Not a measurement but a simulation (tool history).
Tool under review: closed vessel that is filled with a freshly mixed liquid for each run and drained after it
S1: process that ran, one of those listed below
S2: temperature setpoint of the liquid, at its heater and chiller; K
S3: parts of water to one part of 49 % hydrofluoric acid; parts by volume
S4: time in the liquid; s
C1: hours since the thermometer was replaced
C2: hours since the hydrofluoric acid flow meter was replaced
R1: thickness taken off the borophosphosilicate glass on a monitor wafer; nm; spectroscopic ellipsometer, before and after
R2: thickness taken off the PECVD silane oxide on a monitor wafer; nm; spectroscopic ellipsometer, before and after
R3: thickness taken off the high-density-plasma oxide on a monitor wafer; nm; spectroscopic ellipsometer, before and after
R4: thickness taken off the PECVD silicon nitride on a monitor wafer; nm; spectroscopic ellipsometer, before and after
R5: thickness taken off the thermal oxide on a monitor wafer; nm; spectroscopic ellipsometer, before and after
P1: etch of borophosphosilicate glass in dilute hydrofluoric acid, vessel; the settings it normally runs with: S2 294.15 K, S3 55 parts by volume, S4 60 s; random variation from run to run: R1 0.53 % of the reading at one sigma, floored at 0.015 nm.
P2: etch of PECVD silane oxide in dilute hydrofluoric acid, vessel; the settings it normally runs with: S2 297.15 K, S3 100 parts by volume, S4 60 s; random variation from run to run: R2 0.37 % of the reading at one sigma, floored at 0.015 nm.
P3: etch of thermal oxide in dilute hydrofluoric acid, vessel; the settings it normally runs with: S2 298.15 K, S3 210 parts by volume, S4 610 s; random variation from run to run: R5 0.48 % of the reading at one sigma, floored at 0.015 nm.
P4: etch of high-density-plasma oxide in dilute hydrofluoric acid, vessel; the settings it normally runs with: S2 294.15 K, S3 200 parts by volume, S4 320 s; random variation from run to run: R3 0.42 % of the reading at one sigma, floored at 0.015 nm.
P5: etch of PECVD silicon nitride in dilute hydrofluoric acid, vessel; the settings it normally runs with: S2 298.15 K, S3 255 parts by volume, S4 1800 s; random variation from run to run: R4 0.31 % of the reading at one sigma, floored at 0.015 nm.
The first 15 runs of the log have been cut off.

run	hour	S1	S2	S3	S4	C1	C2	R1	R2	R3	R4	R5
16	61	P1	294.15	55	115	237.7	246.9	82.147				
17	64.3	P2	297.15	100	30	241	250.2		9.8046			
18	68	P3	298.15	210	325	244.7	253.9					6.461
19	72.9	P3	290.65	210	610	249.6	258.8					9.011
20	78.2	P1	294.15	95	60	254.9	264.1	23.545				
21	81.3	P2	297.15	100	60	258	267.2		19.538			
22	84.7	P2	290.65	100	60	261.4	270.6		14.929			
23	88.1	P1	301.15	55	60	264.8	274	56.736				
# hour 92.3: thermometer replaced
24	93.6	P5	298.15	255	3395	1.4	279.5				28.721	
25	97.6	P4	294.15	200	175	5.4	283.5			4.4375		
26	101.1	P3	298.15	70	610	8.9	287					42.853
27	105.6	P5	291.15	255	1800	13.4	291.5				9.7238	
28	110	P5	298.15	255	1800	17.8	295.9				15.225	
29	115	P1	294.15	55	60	22.8	300.9	42.545				
30	118.1	P4	294.15	60	320	25.9	304			31.416		
31	122.2	P4	294.15	200	320	30	308.1			7.9439		
32	126.8	P1	294.15	55	60	34.6	312.7	42.66				
33	129.9	P1	294.15	55	60	37.7	315.8	42.227				
34	132.9	P1	294.15	55	60	40.7	318.8	41.236				
35	135.8	P1	294.15	55	60	43.6	321.7	40.868				
36	138.5	P1	294.15	55	60	46.3	324.4	40.687				
37	142.6	P1	294.15	55	60	50.4	328.5	40.21				

Predict the results of run 38:
38	148.3	P1	294.15	55	60	56.1	334.2	?				

{"run 38": {"R1": 39.936}}
